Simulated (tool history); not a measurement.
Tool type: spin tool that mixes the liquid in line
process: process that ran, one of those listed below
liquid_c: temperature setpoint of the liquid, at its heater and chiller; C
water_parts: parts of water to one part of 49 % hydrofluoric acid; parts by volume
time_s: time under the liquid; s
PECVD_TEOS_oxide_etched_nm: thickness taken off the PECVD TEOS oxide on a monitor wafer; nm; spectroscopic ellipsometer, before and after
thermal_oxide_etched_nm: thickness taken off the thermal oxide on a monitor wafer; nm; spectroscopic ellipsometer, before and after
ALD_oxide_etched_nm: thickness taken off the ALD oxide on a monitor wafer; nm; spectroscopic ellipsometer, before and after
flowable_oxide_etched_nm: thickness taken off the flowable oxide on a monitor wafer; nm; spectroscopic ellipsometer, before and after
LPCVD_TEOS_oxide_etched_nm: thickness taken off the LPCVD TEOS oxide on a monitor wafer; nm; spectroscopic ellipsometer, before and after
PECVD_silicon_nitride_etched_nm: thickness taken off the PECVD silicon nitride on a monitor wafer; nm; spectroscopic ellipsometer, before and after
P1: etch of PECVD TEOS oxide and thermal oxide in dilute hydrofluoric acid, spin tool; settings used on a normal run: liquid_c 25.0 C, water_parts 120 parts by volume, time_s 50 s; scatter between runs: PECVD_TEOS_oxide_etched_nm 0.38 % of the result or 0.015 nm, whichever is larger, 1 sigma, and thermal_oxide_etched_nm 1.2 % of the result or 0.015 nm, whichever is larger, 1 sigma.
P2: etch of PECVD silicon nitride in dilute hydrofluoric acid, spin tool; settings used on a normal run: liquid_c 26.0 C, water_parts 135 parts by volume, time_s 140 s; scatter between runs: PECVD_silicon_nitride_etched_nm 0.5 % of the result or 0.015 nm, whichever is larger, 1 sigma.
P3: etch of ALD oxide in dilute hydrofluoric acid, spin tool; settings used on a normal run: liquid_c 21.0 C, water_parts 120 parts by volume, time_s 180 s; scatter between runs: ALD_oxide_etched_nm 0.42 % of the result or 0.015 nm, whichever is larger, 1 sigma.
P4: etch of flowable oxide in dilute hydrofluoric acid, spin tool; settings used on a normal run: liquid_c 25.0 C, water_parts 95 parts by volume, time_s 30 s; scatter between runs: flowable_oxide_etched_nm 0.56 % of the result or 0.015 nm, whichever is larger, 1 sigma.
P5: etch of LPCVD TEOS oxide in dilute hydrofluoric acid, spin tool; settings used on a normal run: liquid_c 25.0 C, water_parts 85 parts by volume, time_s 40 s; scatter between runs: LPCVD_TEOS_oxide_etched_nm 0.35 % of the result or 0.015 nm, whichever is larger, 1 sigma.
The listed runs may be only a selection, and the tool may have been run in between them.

run	hour	process	liquid_c	water_parts	time_s	hours since the thermometer was replaced	hours since the hydrofluoric acid flow meter was replaced	PECVD_TEOS_oxide_etched_nm	thermal_oxide_etched_nm	ALD_oxide_etched_nm	flowable_oxide_etched_nm	LPCVD_TEOS_oxide_etched_nm	PECVD_silicon_nitride_etched_nm
1	13.1	P1	25.0	120	50	1170.7	775.5	6.8462	1.90800				
2	20.0	P1	25.0	120	50	1177.6	782.4	6.8993	1.97200				
3	32.5	P1	25.0	120	50	1190.1	794.9	6.8599	1.92060				
4	39.4	P1	25.0	120	90	1197.0	801.8	12.3420	3.54660				
5	51.2	P3	21.0	120	20	1208.8	813.6			2.3848			
6	63.3	P3	21.0	120	180	1220.9	825.7			21.4070			
7	71.1	P4	25.0	55	30	1228.7	833.5				32.368		
8	80.2	P1	25.0	120	50	1237.8	842.6	6.8734	1.96240				
9	94.3	P1	25.0	40	50	1251.9	856.7	22.8270	6.48520				
10	101.9	P5	25.0	85	40	1259.5	864.3					17.495	
11	113.9	P1	25.0	80	15	1271.5	876.3	3.2465	0.91657				
12	121.2	P3	17.0	120	180	1278.8	883.6			18.2730			
13	136.0	P1	25.0	180	50	1293.6	898.4	4.2934	1.22250				
14	146.0	P2	26.0	135	140	1303.6	908.4						6.0630
15	153.3	P2	26.0	45	140	1310.9	915.7						17.7920
16	161.8	P1	25.0	120	50	1319.4	924.2	6.8849	1.92410				
17	174.4	P1	33.5	120	50	1332.0	936.8	9.5269	2.63620				
18	186.8	P1	25.0	120	15	1344.4	949.2	2.0689	0.59671				
19	195.6	P4	25.0	95	30	1353.2	958.0				17.842		
20	209.2	P5	25.0	130	40	1366.8	971.6					10.782	
21	220.4	P5	25.0	85	60	1378.0	982.8					26.154	
22	230.4	P5	29.0	85	40	1388.0	992.8					20.259	
23	239.0	P1	17.0	120	50	1396.6	1001.4	4.9682	1.44070				
24	252.2	P4	25.0	95	50	1409.8	1014.6				29.541		
25	265.1	P2	30.0	135	140	1422.7	1027.5						7.6963

Run 26, settings as shown, results not yet in. Your forecast:
26	272.8	P3	21.0	60	180	1430.4	1035.2			?			

{"run 26": {"ALD_oxide_etched_nm": 46.077}}

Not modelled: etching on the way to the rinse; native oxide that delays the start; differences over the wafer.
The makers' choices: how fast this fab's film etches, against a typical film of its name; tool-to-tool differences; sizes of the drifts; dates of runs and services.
